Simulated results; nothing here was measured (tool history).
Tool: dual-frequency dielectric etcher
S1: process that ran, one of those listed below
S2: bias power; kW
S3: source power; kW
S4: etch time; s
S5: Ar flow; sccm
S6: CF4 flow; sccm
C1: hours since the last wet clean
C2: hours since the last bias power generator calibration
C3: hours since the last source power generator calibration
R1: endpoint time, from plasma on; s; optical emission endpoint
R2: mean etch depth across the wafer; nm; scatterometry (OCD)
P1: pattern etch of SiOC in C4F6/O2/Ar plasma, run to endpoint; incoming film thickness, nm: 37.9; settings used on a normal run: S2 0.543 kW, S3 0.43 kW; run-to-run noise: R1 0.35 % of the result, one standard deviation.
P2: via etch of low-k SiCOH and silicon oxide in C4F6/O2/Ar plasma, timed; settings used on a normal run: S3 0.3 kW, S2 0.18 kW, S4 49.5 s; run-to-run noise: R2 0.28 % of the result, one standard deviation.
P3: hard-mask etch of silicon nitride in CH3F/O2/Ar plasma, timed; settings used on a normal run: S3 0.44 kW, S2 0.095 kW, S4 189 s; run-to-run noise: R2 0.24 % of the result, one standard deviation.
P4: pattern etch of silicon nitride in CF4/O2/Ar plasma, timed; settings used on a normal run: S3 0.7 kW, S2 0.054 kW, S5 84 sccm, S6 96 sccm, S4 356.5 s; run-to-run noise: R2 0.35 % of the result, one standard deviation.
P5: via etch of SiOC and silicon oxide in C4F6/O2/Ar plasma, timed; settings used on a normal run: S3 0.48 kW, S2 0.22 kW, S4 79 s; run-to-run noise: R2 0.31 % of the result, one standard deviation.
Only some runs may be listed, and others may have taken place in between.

run	hour	S1	S2	S3	S4	S5	S6	C1	C2	C3	R1	R2
1	3.3	P1	0.543	0.43				268.7	1263.6	1518.8	12.158	
2	7.1	P5	0.22	0.29	79			272.5	1267.4	1522.6		84.52
3	11.5	P4	0.054	0.7	356.5	50	96	276.9	1271.8	1527		982.75
4	15.2	P5	0.22	0.48	79			280.6	1275.5	1530.7		102.64
5	17.7	P2	0.18	0.3	36.5			283.1	1278	1533.2		81.995
6	21.3	P4	0.054	0.7	356.5	84	121	286.7	1281.6	1536.8		954.46
7	25.5	P5	0.311	0.48	79			290.9	1285.8	1541		114.88
8	29.4	P1	0.543	0.57				294.8	1289.7	1544.9	11.013	
9	31.6	P1	0.543	0.43				297	1291.9	1547.1	12.167	
10	34.2	P1	0.652	0.43				299.6	1294.5	1549.7	11.33	
# hour 36.9: wet clean of the chamber
11	37.6	P1	0.543	0.28				0.8	1297.9	1553.1	14.221	
12	42.1	P2	0.18	0.3	49.5			5.3	1302.4	1557.6		111.06
13	46.4	P5	0.22	0.48	96.5			9.6	1306.7	1561.9		124.06
14	50	P1	0.348	0.43				13.2	1310.3	1565.5	14.348	
15	53.3	P1	0.543	0.43				16.5	1313.6	1568.8	12.164	
16	57.5	P4	0.074	0.7	356.5	84	96	20.7	1317.8	1573		1052.8
17	61.5	P1	0.747	0.32				24.7	1321.8	1577	11.977	
18	63.9	P4	0.054	0.7	356.5	84	96	27.1	1324.2	1579.4		937.25
19	66.6	P1	0.543	0.43				29.8	1326.9	1582.1	12.156	
20	70.9	P3	0.12	0.44	189			34.1	1331.2	1586.4		165.35
21	73.1	P2	0.218	0.3	49.5			36.3	1333.4	1588.6		117.92
22	76.8	P4	0.054	0.41	356.5	84	96	40	1337.1	1592.3		585.94
23	78.9	P5	0.22	0.48	79			42.1	1339.2	1594.4		101.91
24	82.6	P3	0.095	0.44	189			45.8	1342.9	1598.1		151.58
25	85.3	P3	0.095	0.61	189			48.5	1345.6	1600.8		170.64
26	88.1	P2	0.18	0.19	49.5			51.3	1348.4	1603.6		92.948
27	90.2	P3	0.095	0.44	271.5			53.4	1350.5	1605.7		216.61
28	93.2	P4	0.054	0.7	463.5	84	96	56.4	1353.5	1608.7		1216.2
29	97.9	P1	0.543	0.43				61.1	1358.2	1613.4	12.131	
30	101.7	P3	0.095	0.44	189			64.9	1362	1617.2		151.58
31	106.3	P1	0.543	0.43				69.5	1366.6	1621.8	12.216	
32	108.6	P1	0.543	0.43				71.8	1368.9	1624.1	12.138	
33	111.5	P1	0.543	0.43				74.7	1371.8	1627	12.199	
34	114.7	P1	0.543	0.43				77.9	1375	1630.2	12.019	
35	119	P1	0.543	0.43				82.2	1379.3	1634.5	11.998	
# hour 122.4: wet clean of the chamber
36	123.4	P1	0.543	0.43				1.1	1383.7	1638.9	11.921	
37	125.9	P1	0.543	0.43				3.6	1386.2	1641.4	11.982	
38	129.4	P1	0.543	0.43				7.1	1389.7	1644.9	12.038	
39	132.6	P1	0.543	0.43				10.3	1392.9	1648.1	11.903	

Something has made what P1 gives creep away from where it was; the 2 causes below, each at its own stated size, fit the log equally well:
A: source power that arrives over what is set, % = 4.83
B: bias power that arrives over what is set, % = 4.7
The creep began at about hour 108.6.
What rules out each remaining cause:
chamber walls in a state that raises the etch rate, %: was serviced at hour 122.4, once the creep was under way, yet the earlier output never came back

Of the 4 check runs below, each run on 2 wafers with the results averaged and each result still a question mark, which one would tell the listed causes apart?
check 1	135.8	P3	0.095	0.58	189							?
check 2	135.8	P4	0.054	0.44	356.5	71	96					?
check 3	135.8	P5	0.22	0.29	79							?
check 4	135.8	P2	0.18	0.24	49.5							?

What each check would give under each cause:
check	result	if A	if B
check 1	R2	170.71	170.48
check 2	R2	660.27	644.56
check 3	R2	85.937	85.751
check 4	R2	103.85	103.53
Minimum pairwise separation of causes per check, each pair taken at its best-separating result: check 1 0.14 %; check 2 2.41 %; check 3 0.22 %; check 4 0.31 %
Check 2 tells the causes apart: in the others they would give nearly the same result.

With check 2 done, the readings were: R2 657.56 nm. Identify which of the listed causes applies.

A is the cause: source power that arrives over what is set, %.
